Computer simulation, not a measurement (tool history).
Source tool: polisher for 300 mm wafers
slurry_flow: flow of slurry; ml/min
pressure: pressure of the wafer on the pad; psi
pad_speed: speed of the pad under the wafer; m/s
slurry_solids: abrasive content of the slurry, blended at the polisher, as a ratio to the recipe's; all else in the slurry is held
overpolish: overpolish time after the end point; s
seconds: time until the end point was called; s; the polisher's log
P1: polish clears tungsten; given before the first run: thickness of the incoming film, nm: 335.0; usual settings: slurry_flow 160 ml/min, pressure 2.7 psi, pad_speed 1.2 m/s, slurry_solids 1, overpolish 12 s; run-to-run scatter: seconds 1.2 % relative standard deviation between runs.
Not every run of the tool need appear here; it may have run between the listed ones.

| run | hour | slurry_flow | pressure | pad_speed | slurry_solids | overpolish | wafers polished on this pad | hours since the slurry nozzle was cleaned | hours since the head pressure was calibrated | hours since the slurry blender was calibrated | hours since the slurry got fresh peroxide | seconds |
|---|---|---|---|---|---|---|---|---|---|---|---|---|
| 1 | 3.5 | 160 | 2.7 | 1.2 | 1 | 12 | 324 | 567 | 234.8 | 136.8 | 37.7 | 86.189 |
| 2 | 6.3 | 160 | 2.7 | 1.2 | 1.2 | 12 | 346 | 569.8 | 237.6 | 139.6 | 40.5 | 82.052 |
| 3 | 10.3 | 160 | 2.7 | 1.82 | 1 | 12 | 378 | 573.8 | 241.6 | 143.6 | 44.5 | 57.816 |
| 4 | 15.1 | 160 | 2.7 | 1.2 | 1 | 12 | 415 | 578.6 | 246.4 | 148.4 | 49.3 | 87.412 |
| 5 | 18.4 | 160 | 2.7 | 1.2 | 1 | 12 | 441 | 581.9 | 249.7 | 151.7 | 52.6 | 86.821 |
| 6 | 20.8 | 235 | 2.7 | 1.2 | 1 | 12 | 460 | 584.3 | 252.1 | 154.1 | 55 | 78.988 |
| 7 | 25.8 | 160 | 4.2 | 1.2 | 1 | 12 | 499 | 589.3 | 257.1 | 159.1 | 60 | 54.631 |
| 8 | 30.4 | 160 | 2.7 | 1.2 | 1 | 4 | 536 | 593.9 | 261.7 | 163.7 | 64.6 | 85.421 |
| 9 | 33.3 | 160 | 1.2 | 1.2 | 1 | 12 | 558 | 596.8 | 264.6 | 166.6 | 67.5 | 190.37 |
| 10 | 36 | 160 | 2.7 | 0.68 | 1 | 12 | 580 | 599.5 | 267.3 | 169.3 | 70.2 | 150.81 |
| 11 | 38.8 | 160 | 2.7 | 1.2 | 1 | 12 | 602 | 602.3 | 270.1 | 172.1 | 73 | 85.927 |
| 12 | 41.5 | 160 | 2.7 | 1.2 | 0.75 | 4 | 623 | 605 | 272.8 | 174.8 | 75.7 | 91.586 |
| 13 | 46.4 | 160 | 2.7 | 1.2 | 0.55 | 12 | 661 | 609.9 | 277.7 | 179.7 | 80.6 | 97.035 |
| 14 | 50.1 | 95 | 2.7 | 1.2 | 1 | 12 | 690 | 613.6 | 281.4 | 183.4 | 84.3 | 95.983 |
| 15 | 52.6 | 160 | 2.7 | 1.2 | 1 | 19 | 710 | 616.1 | 283.9 | 185.9 | 86.8 | 85.181 |
| 16 | 56.1 | 160 | 2.7 | 1.2 | 1 | 12 | 737 | 619.6 | 287.4 | 189.4 | 90.3 | 85.408 |

Expected results for the next run?
| 17 | 60.4 | 160 | 2.7 | 1.2 | 1 | 12 | 771 | 623.9 | 291.7 | 193.7 | 94.6 | ? |

Logged for run 17: seconds 85.014 s.
